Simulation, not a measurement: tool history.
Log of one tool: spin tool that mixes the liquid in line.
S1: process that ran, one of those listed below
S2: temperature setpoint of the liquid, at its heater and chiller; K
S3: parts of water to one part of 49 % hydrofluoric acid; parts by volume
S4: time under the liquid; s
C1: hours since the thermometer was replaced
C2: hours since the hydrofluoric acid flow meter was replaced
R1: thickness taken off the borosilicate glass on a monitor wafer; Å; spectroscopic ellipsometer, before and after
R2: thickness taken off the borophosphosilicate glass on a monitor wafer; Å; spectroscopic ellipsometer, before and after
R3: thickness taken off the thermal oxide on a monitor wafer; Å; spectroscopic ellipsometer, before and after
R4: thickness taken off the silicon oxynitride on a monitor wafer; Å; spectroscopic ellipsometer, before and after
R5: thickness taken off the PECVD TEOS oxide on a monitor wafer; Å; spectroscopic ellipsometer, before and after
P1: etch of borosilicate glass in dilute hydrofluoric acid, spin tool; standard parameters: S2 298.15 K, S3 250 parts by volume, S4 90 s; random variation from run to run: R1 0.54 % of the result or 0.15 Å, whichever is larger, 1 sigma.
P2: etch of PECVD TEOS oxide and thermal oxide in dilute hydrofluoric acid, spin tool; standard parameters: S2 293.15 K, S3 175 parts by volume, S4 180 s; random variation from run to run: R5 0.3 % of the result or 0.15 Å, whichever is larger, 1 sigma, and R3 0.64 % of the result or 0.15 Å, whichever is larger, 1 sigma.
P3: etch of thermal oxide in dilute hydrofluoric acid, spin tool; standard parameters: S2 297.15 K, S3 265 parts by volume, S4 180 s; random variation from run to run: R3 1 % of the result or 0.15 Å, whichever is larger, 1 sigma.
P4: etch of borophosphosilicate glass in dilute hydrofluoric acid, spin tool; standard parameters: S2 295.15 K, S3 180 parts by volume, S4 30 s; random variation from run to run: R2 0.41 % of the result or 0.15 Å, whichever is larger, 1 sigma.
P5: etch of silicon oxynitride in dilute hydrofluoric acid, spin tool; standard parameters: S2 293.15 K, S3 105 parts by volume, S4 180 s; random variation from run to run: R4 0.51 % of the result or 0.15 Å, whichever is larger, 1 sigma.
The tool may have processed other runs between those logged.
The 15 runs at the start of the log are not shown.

| run | hour | S1 | S2 | S3 | S4 | C1 | C2 | R1 | R2 | R3 | R4 | R5 |
|---|---|---|---|---|---|---|---|---|---|---|---|---|
| 16 | 183.2 | P2 | 293.15 | 175 | 180 | 335.5 | 424.8 |  |  | 36.519 |  | 231.07 |
| 17 | 194.6 | P1 | 304.65 | 250 | 90 | 346.9 | 436.2 | 102.66 |  |  |  |  |
| 18 | 206.2 | P2 | 293.15 | 175 | 15 | 358.5 | 447.8 |  |  | 2.8755 |  | 19.205 |
| 19 | 217.8 | P1 | 301.65 | 420 | 90 | 370.1 | 459.4 | 46.626 |  |  |  |  |
| 20 | 224.8 | P1 | 298.15 | 140 | 90 | 377.1 | 466.4 | 164.65 |  |  |  |  |
| 21 | 240 | P2 | 293.15 | 175 | 180 | 392.3 | 481.6 |  |  | 37.185 |  | 232.02 |
| 22 | 248.7 | P1 | 294.15 | 145 | 90 | 401 | 490.3 | 135.58 |  |  |  |  |
| 23 | 255.4 | P1 | 298.15 | 250 | 90 | 407.7 | 497 | 81.274 |  |  |  |  |
| 24 | 270.7 | P1 | 298.15 | 250 | 90 | 423 | 512.3 | 81.384 |  |  |  |  |
| 25 | 278.4 | P3 | 297.15 | 265 | 15 | 430.7 | 520 |  |  | 1.9359 |  |  |
| 26 | 285 | P5 | 300.15 | 105 | 180 | 437.3 | 526.6 |  |  |  | 55.681 |  |
| 27 | 295.2 | P3 | 292.15 | 265 | 180 | 447.5 | 536.8 |  |  | 22.114 |  |  |
| 28 | 306.5 | P5 | 293.15 | 105 | 335 | 458.8 | 548.1 |  |  |  | 74.823 |  |
| 29 | 321.4 | P3 | 297.15 | 265 | 180 | 473.7 | 563 |  |  | 26.82 |  |  |
| 30 | 328.5 | P1 | 298.15 | 250 | 90 | 480.8 | 570.1 | 82.691 |  |  |  |  |
| 31 | 340.3 | P2 | 293.15 | 275 | 180 | 492.6 | 581.9 |  |  | 21.249 |  | 134.76 |
| 32 | 349.3 | P1 | 298.15 | 250 | 90 | 501.6 | 590.9 | 81.158 |  |  |  |  |
| 33 | 359.7 | P1 | 298.15 | 250 | 90 | 512 | 601.3 | 82.209 |  |  |  |  |
| 34 | 373.9 | P1 | 298.15 | 250 | 90 | 526.2 | 615.5 | 81.38 |  |  |  |  |
| 35 | 387.6 | P1 | 298.15 | 250 | 90 | 539.9 | 629.2 | 83.869 |  |  |  |  |

What will run 36 give?
| 36 | 394.7 | P1 | 298.15 | 250 | 90 | 547 | 636.3 | ? |  |  |  |  |

R1: 85.102 Å
